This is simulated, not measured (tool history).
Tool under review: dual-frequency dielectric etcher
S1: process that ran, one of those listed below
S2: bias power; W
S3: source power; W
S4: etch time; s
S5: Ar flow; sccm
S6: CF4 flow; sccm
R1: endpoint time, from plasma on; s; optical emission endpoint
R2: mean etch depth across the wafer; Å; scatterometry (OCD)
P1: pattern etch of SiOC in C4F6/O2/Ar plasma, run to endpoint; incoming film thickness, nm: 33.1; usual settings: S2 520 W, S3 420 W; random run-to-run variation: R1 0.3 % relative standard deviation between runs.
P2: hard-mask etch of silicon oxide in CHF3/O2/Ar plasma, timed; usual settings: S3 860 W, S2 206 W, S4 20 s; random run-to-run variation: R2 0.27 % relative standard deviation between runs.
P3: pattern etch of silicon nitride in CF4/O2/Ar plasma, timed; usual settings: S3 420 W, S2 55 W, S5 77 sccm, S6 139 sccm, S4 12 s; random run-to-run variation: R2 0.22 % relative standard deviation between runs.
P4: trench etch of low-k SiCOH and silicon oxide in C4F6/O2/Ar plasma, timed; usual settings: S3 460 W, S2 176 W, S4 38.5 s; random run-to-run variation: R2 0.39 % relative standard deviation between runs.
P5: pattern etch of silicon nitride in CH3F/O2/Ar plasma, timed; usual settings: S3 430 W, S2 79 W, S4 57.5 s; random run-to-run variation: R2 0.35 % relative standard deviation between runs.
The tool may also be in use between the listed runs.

run   hour  S1   S2   S3    S4  S5   S6      R1      R2
  1    8.8  P1  520  420                 10.646
  2   17.4  P2  252  860    20                   505.53
  3   22.3  P2  206  530    20                   392.13
  4   30.4  P1  520  560                 9.5307
  5   38.1  P3   55  420    12  77  139          219.82
  6   45.4  P4  211  460  38.5                   1390.8
  7   51.9  P5   79  430  36.5                   269.97
  8   60.6  P1  520  420                 10.579
  9   69.6  P1  520  420                 10.651
 10   79.2  P3   43  420    12  77  139          201.57
 11   87.8  P2  206  860    20                   469.44
 12   94.1  P1  520  420                 10.673
 13   99.8  P3   55  420    12  77  191           225.4
 14  108.5  P5   79  250  57.5                   348.05
 15  119.3  P4  176  460  38.5                   1318.4
 16  127.6  P4  176  590  38.5                   1442.1
 17  136.6  P1  520  270                 12.469
 18  144.6  P1  645  420                 9.8085
 19  152.1  P2  206  860  26.5                   625.09
 20  161.9  P3   55  420    12  53  139          227.04
 21  167.8  P5   62  430  57.5                   393.38
 22  173.5  P3   55  420    17  77  139          309.98
 23  180.4  P5   79  430  57.5                   425.35
 24  185.8  P1  347  420                 12.362
 25    191  P1  683  510                 8.9707
 26  198.4  P4  176  460    28                   952.14
 27  207.5  P1  520  420                 10.675
 28  213.8  P3   55  320    12  77  139          173.22
 29    219  P1  520  420                 10.656
 30  225.2  P1  520  420                 10.735
 31  234.8  P1  520  420                 10.815
 32  243.6  P1  520  420                 10.727
 33  248.8  P1  520  420                 10.773
 34  255.5  P1  520  420                 10.776
     255.9  -- wet clean of the chamber
 35  263.5  P1  520  420                 10.803
 36  271.9  P1  520  420                  10.75
 37  281.3  P1  520  420                 10.861

Compared with where it was, what P1 gives has crept away. Each cause listed below fits the log as well as the rest, at the size given for it:
A: bias power that arrives under what is set, % = 4
B: source power that arrives under what is set, % = 4.05
The gradual shift began around hour 219.
Ruled out, with reasons:
chamber walls in a state that lowers the etch rate, %: its service at hour 255.9 followed the start of the drift and did not put the process back to its old value

Consider the 4 single-wafer check runs listed below, results given as question marks: which one distinguishes between the causes by giving clearly different results for each?
check 1  290.7  P4  176  460  38.5                ?
check 2  290.7  P5   79  430  57.5                ?
check 3  290.7  P3   55  420    12  77  139       ?
check 4  290.7  P2  206  860    20                ?

What every check run would give for each of its results, assuming each possible cause in turn:
  check  result    if A    if B
check 1      R2  1290.1  1285.6
check 2      R2  421.51  420.89
check 3      R2   216.5  211.91
check 4      R2  465.57   464.6
Smallest distance between any two causes, each pair judged by its most separating result, in per cent: check 1 0.35 %; check 2 0.15 %; check 3 2.14 %; check 4 0.21 %
Check 3 distinguishes between the causes, while the remaining checks would return nearly the same result for all of them.

Then check 3 was run and gave: R2 215.71 Å. Which cause is it?

The correct cause is A, namely: bias power that arrives under what is set, %.
